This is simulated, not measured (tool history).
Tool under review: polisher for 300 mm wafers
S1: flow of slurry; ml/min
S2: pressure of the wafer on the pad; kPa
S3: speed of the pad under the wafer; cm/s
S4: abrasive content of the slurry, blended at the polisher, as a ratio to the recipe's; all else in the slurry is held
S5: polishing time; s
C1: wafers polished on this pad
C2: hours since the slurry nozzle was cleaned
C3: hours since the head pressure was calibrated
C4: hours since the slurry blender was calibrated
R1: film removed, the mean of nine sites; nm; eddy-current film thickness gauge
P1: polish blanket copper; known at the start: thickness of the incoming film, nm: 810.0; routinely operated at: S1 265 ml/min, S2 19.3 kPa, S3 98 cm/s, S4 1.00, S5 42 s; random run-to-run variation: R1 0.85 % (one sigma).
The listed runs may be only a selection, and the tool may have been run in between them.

{"run": 1, "day": 0.158, "S1": 265, "S2": 19.3, "S3": 98, "S4": 1.0, "S5": 42, "C1": 382, "C2": 337.0, "C3": 314.1, "C4": 380.3, "R1": 129.16}
{"run": 2, "day": 0.346, "S1": 265, "S2": 19.3, "S3": 98, "S4": 0.7, "S5": 42, "C1": 425, "C2": 341.5, "C3": 318.6, "C4": 384.8, "R1": 119.36}
{"run": 3, "day": 0.538, "S1": 265, "S2": 11.7, "S3": 98, "S4": 1.0, "S5": 42, "C1": 469, "C2": 346.1, "C3": 323.2, "C4": 389.4, "R1": 78.658}
{"run": 4, "day": 0.775, "S1": 265, "S2": 19.3, "S3": 98, "S4": 1.0, "S5": 42, "C1": 523, "C2": 351.8, "C3": 328.9, "C4": 395.1, "R1": 129.19}
{"run": 5, "day": 1.0, "S1": 265, "S2": 19.3, "S3": 140, "S4": 1.0, "S5": 42, "C1": 575, "C2": 357.2, "C3": 334.3, "C4": 400.5, "R1": 183.62}
{"run": 6, "day": 1.325, "S1": 265, "S2": 19.3, "S3": 98, "S4": 1.25, "S5": 25, "C1": 649, "C2": 365.0, "C3": 342.1, "C4": 408.3, "R1": 80.305}
{"run": 7, "day": 1.575, "S1": 265, "S2": 19.3, "S3": 98, "S4": 1.0, "S5": 42, "C1": 707, "C2": 371.0, "C3": 348.1, "C4": 414.3, "R1": 129.32}
{"run": 8, "day": 1.817, "S1": 265, "S2": 19.3, "S3": 98, "S4": 1.0, "S5": 42, "C1": 762, "C2": 376.8, "C3": 353.9, "C4": 420.1, "R1": 130.14}
{"run": 9, "day": 2.025, "S1": 265, "S2": 25.5, "S3": 64, "S4": 1.0, "S5": 42, "C1": 810, "C2": 381.8, "C3": 358.9, "C4": 425.1, "R1": 112.65}
{"run": 10, "day": 2.225, "S1": 265, "S2": 26.9, "S3": 98, "S4": 1.0, "S5": 42, "C1": 855, "C2": 386.6, "C3": 363.7, "C4": 429.9, "R1": 180.08}
{"run": 11, "day": 2.442, "S1": 265, "S2": 19.3, "S3": 98, "S4": 1.0, "S5": 42, "C1": 905, "C2": 391.8, "C3": 368.9, "C4": 435.1, "R1": 130.47}
{"run": 12, "day": 2.721, "S1": 405, "S2": 19.3, "S3": 98, "S4": 1.0, "S5": 42, "C1": 969, "C2": 398.5, "C3": 375.6, "C4": 441.8, "R1": 136.53}
{"run": 13, "day": 3.025, "S1": 265, "S2": 19.3, "S3": 98, "S4": 1.0, "S5": 42, "C1": 1039, "C2": 405.8, "C3": 382.9, "C4": 449.1, "R1": 129.64}
{"run": 14, "day": 3.212, "S1": 265, "S2": 19.3, "S3": 98, "S4": 1.0, "S5": 19, "C1": 1082, "C2": 410.3, "C3": 387.4, "C4": 453.6, "R1": 58.283}

What does the tool deliver on the next run?
{"run": 15, "day": 3.542, "S1": 160, "S2": 19.3, "S3": 98, "S4": 1.0, "S5": 42, "C1": 1157, "C2": 418.2, "C3": 395.3, "C4": 461.5, "R1": "?"}

{"run 15": {"R1": 122.21}}
